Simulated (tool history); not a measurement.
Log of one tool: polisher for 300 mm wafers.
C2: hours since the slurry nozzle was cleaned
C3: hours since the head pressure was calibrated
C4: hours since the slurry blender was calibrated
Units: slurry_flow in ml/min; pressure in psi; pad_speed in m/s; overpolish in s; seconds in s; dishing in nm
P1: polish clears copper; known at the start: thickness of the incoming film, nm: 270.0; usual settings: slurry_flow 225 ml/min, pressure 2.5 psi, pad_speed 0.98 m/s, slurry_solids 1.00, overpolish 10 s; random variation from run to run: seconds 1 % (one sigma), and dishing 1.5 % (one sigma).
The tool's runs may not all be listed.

Run 1, hour 5.1: slurry_flow 225 ml/min, pressure 2.5 psi, pad_speed 0.98 m/s, slurry_solids 1.00, overpolish 10 s; wafers polished on this pad 348; C2 76.9; C3 353.0; C4 301.0. Result: seconds 114.840 s, dishing 17.9110 nm.
Run 2, hour 10.3: slurry_flow 225 ml/min, pressure 2.5 psi, pad_speed 0.98 m/s, slurry_solids 1.00, overpolish 10 s; wafers polished on this pad 390; C2 82.1; C3 358.2; C4 306.2. Result: seconds 113.050 s, dishing 17.9350 nm.
Run 3, hour 19.1: slurry_flow 225 ml/min, pressure 2.5 psi, pad_speed 0.98 m/s, slurry_solids 1.00, overpolish 10 s; wafers polished on this pad 462; C2 90.9; C3 367.0; C4 315.0. Result: seconds 112.840 s, dishing 18.2190 nm.
Run 4, hour 27.4: slurry_flow 135 ml/min, pressure 2.5 psi, pad_speed 0.98 m/s, slurry_solids 1.00, overpolish 10 s; wafers polished on this pad 530; C2 99.2; C3 375.3; C4 323.3. Result: seconds 122.160 s, dishing 16.1630 nm.
Run 5, hour 31.5: slurry_flow 225 ml/min, pressure 3.9 psi, pad_speed 0.98 m/s, slurry_solids 0.80, overpolish 10 s; wafers polished on this pad 563; C2 103.3; C3 379.4; C4 327.4. Result: seconds 74.888 s, dishing 25.4620 nm.
Run 6, hour 36.5: slurry_flow 225 ml/min, pressure 2.5 psi, pad_speed 0.98 m/s, slurry_solids 1.00, overpolish 10 s; wafers polished on this pad 604; C2 108.3; C3 384.4; C4 332.4. Result: seconds 114.310 s, dishing 17.4150 nm.
Run 7, hour 44.2: slurry_flow 225 ml/min, pressure 2.5 psi, pad_speed 1.52 m/s, slurry_solids 1.00, overpolish 10 s; wafers polished on this pad 667; C2 116.0; C3 392.1; C4 340.1. Result: seconds 72.778 s, dishing 25.5050 nm.
Run 8, hour 51.7: slurry_flow 225 ml/min, pressure 1.1 psi, pad_speed 0.98 m/s, slurry_solids 1.00, overpolish 10 s; wafers polished on this pad 728; C2 123.5; C3 399.6; C4 347.6. Result: seconds 257.110 s, dishing 7.9720 nm.
Run 9, hour 55.8: slurry_flow 225 ml/min, pressure 2.5 psi, pad_speed 0.98 m/s, slurry_solids 1.30, overpolish 10 s; wafers polished on this pad 762; C2 127.6; C3 403.7; C4 351.7. Result: seconds 104.470 s, dishing 18.6530 nm.
Run 10, hour 62.0: slurry_flow 330 ml/min, pressure 2.5 psi, pad_speed 0.98 m/s, slurry_solids 1.00, overpolish 10 s; wafers polished on this pad 812; C2 133.8; C3 409.9; C4 357.9. Result: seconds 109.880 s, dishing 18.5870 nm.
Run 11, hour 69.5: slurry_flow 225 ml/min, pressure 2.5 psi, pad_speed 0.98 m/s, slurry_solids 1.00, overpolish 3 s; wafers polished on this pad 873; C2 141.3; C3 417.4; C4 365.4. Result: seconds 113.690 s, dishing 5.6331 nm.
Run 12, hour 75.3: slurry_flow 225 ml/min, pressure 2.5 psi, pad_speed 0.98 m/s, slurry_solids 1.00, overpolish 10 s; wafers polished on this pad 921; C2 147.1; C3 423.2; C4 371.2. Result: seconds 115.320 s, dishing 17.4690 nm.
At hour 77.7: slurry nozzle cleaned.
Run 13, hour 81.7: slurry_flow 225 ml/min, pressure 2.5 psi, pad_speed 0.46 m/s, slurry_solids 1.00, overpolish 10 s; wafers polished on this pad 973; C2 4.0; C3 429.6; C4 377.6. Result: seconds 240.190 s, dishing 8.6044 nm.
At hour 84.9: head pressure recalibrated.
Run 14, hour 86.1: slurry_flow 225 ml/min, pressure 2.5 psi, pad_speed 0.98 m/s, slurry_solids 1.00, overpolish 17 s; wafers polished on this pad 1009; C2 8.4; C3 1.3; C4 382.0. Result: seconds 113.580 s, dishing 28.3420 nm.
Run 15, hour 91.4: slurry_flow 225 ml/min, pressure 2.5 psi, pad_speed 0.98 m/s, slurry_solids 0.55, overpolish 10 s; wafers polished on this pad 1052; C2 13.7; C3 6.6; C4 387.3. Result: seconds 127.450 s, dishing 15.6380 nm.
Run 16, hour 97.4: slurry_flow 225 ml/min, pressure 3.8 psi, pad_speed 0.98 m/s, slurry_solids 1.00, overpolish 10 s; wafers polished on this pad 1101; C2 19.7; C3 12.6; C4 393.3. Result: seconds 74.168 s, dishing 25.9670 nm.
Run 17, hour 105.8: slurry_flow 225 ml/min, pressure 2.5 psi, pad_speed 0.98 m/s, slurry_solids 1.00, overpolish 10 s; wafers polished on this pad 1170; C2 28.1; C3 21.0; C4 401.7. Result: seconds 112.200 s, dishing 17.8170 nm.
Run 18, hour 110.6: slurry_flow 225 ml/min, pressure 2.5 psi, pad_speed 0.98 m/s, slurry_solids 1.00, overpolish 10 s; wafers polished on this pad 1209; C2 32.9; C3 25.8; C4 406.5. Result: seconds 113.260 s, dishing 17.4720 nm.
Run 19, hour 118.6: slurry_flow 225 ml/min, pressure 2.5 psi, pad_speed 0.98 m/s, slurry_solids 1.00, overpolish 10 s; wafers polished on this pad 1274; C2 40.9; C3 33.8; C4 414.5. Result: seconds 117.490 s, dishing 16.9570 nm.
Run 20, hour 126.7: slurry_flow 225 ml/min, pressure 2.5 psi, pad_speed 0.98 m/s, slurry_solids 1.00, overpolish 10 s; wafers polished on this pad 1341; C2 49.0; C3 41.9; C4 422.6. Result: seconds 118.670 s, dishing 16.5370 nm.
Run 21, hour 131.2: slurry_flow 225 ml/min, pressure 2.5 psi, pad_speed 0.98 m/s, slurry_solids 1.00, overpolish 10 s; wafers polished on this pad 1377; C2 53.5; C3 46.4; C4 427.1. Result: seconds 117.200 s, dishing 16.9390 nm.
At hour 135.2: worn pad replaced by a new one.
Run 22, hour 135.7: slurry_flow 225 ml/min, pressure 2.5 psi, pad_speed 0.98 m/s, slurry_solids 1.00, overpolish 10 s; wafers polished on this pad 4; C2 58.0; C3 50.9; C4 431.6. Result: seconds 121.930 s, dishing 16.3190 nm.
At hour 136.6: head pressure recalibrated.
Run 23, hour 142.8: slurry_flow 225 ml/min, pressure 2.5 psi, pad_speed 0.98 m/s, slurry_solids 1.00, overpolish 10 s; wafers polished on this pad 62; C2 65.1; C3 6.3; C4 438.7. Result: seconds 121.960 s, dishing 16.6350 nm.
Run 24, hour 149.7: slurry_flow 225 ml/min, pressure 2.5 psi, pad_speed 0.98 m/s, slurry_solids 1.00, overpolish 10 s; wafers polished on this pad 118; C2 72.0; C3 13.2; C4 445.6. Result: seconds 123.710 s, dishing 16.3480 nm.

What P1 gives has crept away from where it was. These 2 causes fit the log equally well, each at the size given:
A: abrasive missing from the slurry, % = 28.7
B: slurry flow missing at the pad, % = 37.9
The creep began at about hour 105.8.
Why every other cause is out:
removal rate lost through wear of the pad, %: serviced at hour 135.2, which brought nothing back
head's pressure below its setpoint, %: serviced at hour 136.6, which brought nothing back

4 check runs are offered, each on 3 wafers whose results are averaged, their results left as question marks. Which one tells the causes apart?
Run check 1, hour 156.6: slurry_flow 135 ml/min, pressure 1.5 psi, pad_speed 0.98 m/s, slurry_solids 1.00, overpolish 10 s. Result: seconds ?, dishing ?.
Run check 2, hour 156.6: slurry_flow 225 ml/min, pressure 2.5 psi, pad_speed 0.98 m/s, slurry_solids 1.00, overpolish 3 s. Result: seconds ?, dishing ?.
Run check 3, hour 156.6: slurry_flow 225 ml/min, pressure 1.1 psi, pad_speed 0.48 m/s, slurry_solids 1.00, overpolish 10 s. Result: seconds ?, dishing ?.
Run check 4, hour 156.6: slurry_flow 225 ml/min, pressure 2.5 psi, pad_speed 0.98 m/s, slurry_solids 0.65, overpolish 10 s. Result: seconds ?, dishing ?.

What each check would give under each cause:
  check   result     if A     if B
check 1  seconds  218.110  227.510
check 1  dishing   9.4084   9.0410
check 2  seconds  121.100  121.110
check 2  dishing   5.2529   5.2523
check 3  seconds  561.920  561.980
check 3  dishing   3.7667   3.7663
check 4  seconds  131.980  132.510
check 4  dishing  15.2910  15.2350
How far apart the two closest causes lie, in the result that separates them most: check 1 4.22 %; check 2 0.01 %; check 3 0.01 %; check 4 0.4 %
Check 1 tells the causes apart: in the others they would give nearly the same result.

Check 1 was then run and gave: seconds 229.420 s; dishing 8.9899 nm. Which cause is it?

It is B: slurry flow missing at the pad, %.

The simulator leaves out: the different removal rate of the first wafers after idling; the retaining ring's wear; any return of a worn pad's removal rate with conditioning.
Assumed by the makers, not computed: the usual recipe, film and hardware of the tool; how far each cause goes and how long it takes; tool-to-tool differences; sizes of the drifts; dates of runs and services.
